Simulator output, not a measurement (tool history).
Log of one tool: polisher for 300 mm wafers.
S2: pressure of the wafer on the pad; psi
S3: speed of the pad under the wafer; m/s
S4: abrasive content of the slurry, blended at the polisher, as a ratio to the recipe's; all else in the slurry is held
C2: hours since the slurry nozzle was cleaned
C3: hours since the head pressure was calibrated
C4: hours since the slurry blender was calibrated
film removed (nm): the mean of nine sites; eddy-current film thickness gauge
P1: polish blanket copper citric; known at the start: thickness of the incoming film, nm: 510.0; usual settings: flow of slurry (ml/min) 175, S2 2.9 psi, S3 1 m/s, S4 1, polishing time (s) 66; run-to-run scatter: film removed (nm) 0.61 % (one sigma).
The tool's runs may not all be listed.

Run 1, hour 6: flow of slurry (ml/min) 175, S2 2.9 psi, S3 1 m/s, S4 1, polishing time (s) 66; wafers polished on this pad 738; C2 162.6; C3 476.1; C4 56.8. Result: film removed (nm) 132.41.
Run 2, hour 12.1: flow of slurry (ml/min) 175, S2 2.9 psi, S3 1 m/s, S4 1, polishing time (s) 66; wafers polished on this pad 781; C2 168.7; C3 482.2; C4 62.9. Result: film removed (nm) 132.3.
Run 3, hour 21: flow of slurry (ml/min) 175, S2 2.9 psi, S3 1.58 m/s, S4 1, polishing time (s) 66; wafers polished on this pad 843; C2 177.6; C3 491.1; C4 71.8. Result: film removed (nm) 210.58.
Run 4, hour 29.6: flow of slurry (ml/min) 175, S2 2.9 psi, S3 1 m/s, S4 1, polishing time (s) 90; wafers polished on this pad 904; C2 186.2; C3 499.7; C4 80.4. Result: film removed (nm) 180.83.
Run 5, hour 37.4: flow of slurry (ml/min) 175, S2 2.9 psi, S3 1 m/s, S4 1, polishing time (s) 66; wafers polished on this pad 958; C2 194; C3 507.5; C4 88.2. Result: film removed (nm) 134.57.
Run 6, hour 45.1: flow of slurry (ml/min) 120, S2 2.9 psi, S3 1 m/s, S4 1, polishing time (s) 66; wafers polished on this pad 1012; C2 201.7; C3 515.2; C4 95.9. Result: film removed (nm) 123.82.
Run 7, hour 53.9: flow of slurry (ml/min) 175, S2 2.9 psi, S3 1 m/s, S4 0.55, polishing time (s) 66; wafers polished on this pad 1074; C2 210.5; C3 524; C4 104.7. Result: film removed (nm) 117.44.
Run 8, hour 59.4: flow of slurry (ml/min) 175, S2 2.9 psi, S3 1 m/s, S4 1, polishing time (s) 66; wafers polished on this pad 1113; C2 216; C3 529.5; C4 110.2. Result: film removed (nm) 134.75.
Run 9, hour 65.8: flow of slurry (ml/min) 175, S2 2.9 psi, S3 1 m/s, S4 1.25, polishing time (s) 43; wafers polished on this pad 1158; C2 222.4; C3 535.9; C4 116.6. Result: film removed (nm) 91.154.
Run 10, hour 74.9: flow of slurry (ml/min) 175, S2 1.5 psi, S3 1 m/s, S4 1, polishing time (s) 46; wafers polished on this pad 1222; C2 231.5; C3 545; C4 125.7. Result: film removed (nm) 49.547.
Run 11, hour 80.8: flow of slurry (ml/min) 175, S2 2.9 psi, S3 0.52 m/s, S4 1, polishing time (s) 66; wafers polished on this pad 1263; C2 237.4; C3 550.9; C4 131.6. Result: film removed (nm) 70.875.
At hour 89.6: slurry nozzle cleaned.
Run 12, hour 90.7: flow of slurry (ml/min) 175, S2 4.5 psi, S3 1 m/s, S4 1, polishing time (s) 66; wafers polished on this pad 1333; C2 1.2; C3 560.8; C4 141.5. Result: film removed (nm) 206.24.

Forecast run 13:
Run 13, hour 96.9: flow of slurry (ml/min) 220, S2 2.9 psi, S3 1 m/s, S4 1, polishing time (s) 66; wafers polished on this pad 1376; C2 7.4; C3 567; C4 147.7. Result: film removed (nm) ?.

Run 13 gave film removed (nm) 137.07.
